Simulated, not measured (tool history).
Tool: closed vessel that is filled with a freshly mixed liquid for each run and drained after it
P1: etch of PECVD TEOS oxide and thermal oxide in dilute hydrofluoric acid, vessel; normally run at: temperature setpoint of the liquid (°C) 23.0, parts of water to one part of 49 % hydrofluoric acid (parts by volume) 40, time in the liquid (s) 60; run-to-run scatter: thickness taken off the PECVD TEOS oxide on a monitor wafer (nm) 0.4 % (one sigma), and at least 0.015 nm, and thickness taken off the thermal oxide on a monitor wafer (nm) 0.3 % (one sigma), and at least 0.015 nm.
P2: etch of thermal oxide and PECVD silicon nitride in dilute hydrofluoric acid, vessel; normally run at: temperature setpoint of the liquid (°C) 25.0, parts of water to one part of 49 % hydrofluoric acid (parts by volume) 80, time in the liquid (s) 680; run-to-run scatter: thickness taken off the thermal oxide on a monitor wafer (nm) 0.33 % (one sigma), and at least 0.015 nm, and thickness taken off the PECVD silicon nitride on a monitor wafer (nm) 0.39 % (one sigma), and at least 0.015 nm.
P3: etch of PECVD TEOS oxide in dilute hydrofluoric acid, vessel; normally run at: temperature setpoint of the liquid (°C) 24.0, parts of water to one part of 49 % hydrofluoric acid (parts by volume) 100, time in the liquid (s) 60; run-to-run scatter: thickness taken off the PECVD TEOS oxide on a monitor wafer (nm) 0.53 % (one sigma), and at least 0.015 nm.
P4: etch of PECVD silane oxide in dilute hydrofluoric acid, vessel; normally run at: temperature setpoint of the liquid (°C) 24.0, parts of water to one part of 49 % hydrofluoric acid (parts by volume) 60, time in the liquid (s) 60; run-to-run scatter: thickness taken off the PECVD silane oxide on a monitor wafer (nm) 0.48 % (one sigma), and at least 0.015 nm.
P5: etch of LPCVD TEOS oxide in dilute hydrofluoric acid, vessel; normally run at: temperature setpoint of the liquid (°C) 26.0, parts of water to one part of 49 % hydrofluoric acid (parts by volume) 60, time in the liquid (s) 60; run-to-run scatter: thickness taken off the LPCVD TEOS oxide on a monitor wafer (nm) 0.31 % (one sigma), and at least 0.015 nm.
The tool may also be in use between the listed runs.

run	hour	process that ran	temperature setpoint of the liquid (°C)	parts of water to one part of 49 % hydrofluoric acid (parts by volume)	time in the liquid (s)	hours since the thermometer was replaced	hours since the hydrofluoric acid flow meter was replaced	thickness taken off the PECVD TEOS oxide on a monitor wafer (nm)	thickness taken off the thermal oxide on a monitor wafer (nm)	thickness taken off the LPCVD TEOS oxide on a monitor wafer (nm)	thickness taken off the PECVD silane oxide on a monitor wafer (nm)	thickness taken off the PECVD silicon nitride on a monitor wafer (nm)
1	16.8	P1	23.0	40	60	826.0	406.2	21.297	7.5946			
2	28.3	P1	23.0	25	60	837.5	417.7	34.832	12.3620			
3	41.6	P5	33.0	60	60	850.8	431.0			48.514		
4	57.0	P4	24.0	60	35	866.2	446.4				10.472	
5	70.0	P3	24.0	20	60	879.2	459.4	35.924				
6	83.0	P5	26.0	60	60	892.2	472.4			36.736		
7	92.3	P1	23.0	40	60	901.5	481.7	21.417	7.5788			
8	106.4	P4	32.0	60	60	915.6	495.8				24.385	
9	116.1	P5	26.0	60	60	925.3	505.5			36.803		
10	129.3	P1	23.0	40	60	938.5	518.7	21.357	7.5702			
11	145.2	P1	23.0	40	30	954.4	534.6	10.625	3.7452			
12	158.5	P5	26.0	60	30	967.7	547.9			18.355		
13	176.0	P1	23.0	60	60	985.2	565.4	13.951	4.9216			
14	185.1	P1	17.0	40	60	994.3	574.5	16.610	5.8821			
15	193.9	P2	32.5	80	680	1003.1	583.3		56.2210			37.735
16	205.9	P1	17.0	20	60	1015.1	595.3	33.817	11.9680			
17	215.1	P4	24.0	60	60	1024.3	604.5				17.872	
18	228.1	P2	25.0	80	680	1037.3	617.5		42.0450			23.422
19	242.3	P1	23.0	40	60	1051.5	631.7	21.351	7.5943			
20	261.1	P1	23.0	40	60	1070.3	650.5	21.264	7.5223			
21	275.6	P5	26.0	90	60	1084.8	665.0			23.435		
22	294.9	P4	24.0	85	60	1104.1	684.3				12.293	
23	305.4	P2	25.0	120	680	1114.6	694.8		26.4880			15.637

Run 24 comes next. What will it give?
24	321.5	P2	25.0	80	1200	1130.7	710.9		?			?

{"run 24": {"thickness taken off the thermal oxide on a monitor wafer (nm)": 74.312, "thickness taken off the PECVD silicon nitride on a monitor wafer (nm)": 40.989}}

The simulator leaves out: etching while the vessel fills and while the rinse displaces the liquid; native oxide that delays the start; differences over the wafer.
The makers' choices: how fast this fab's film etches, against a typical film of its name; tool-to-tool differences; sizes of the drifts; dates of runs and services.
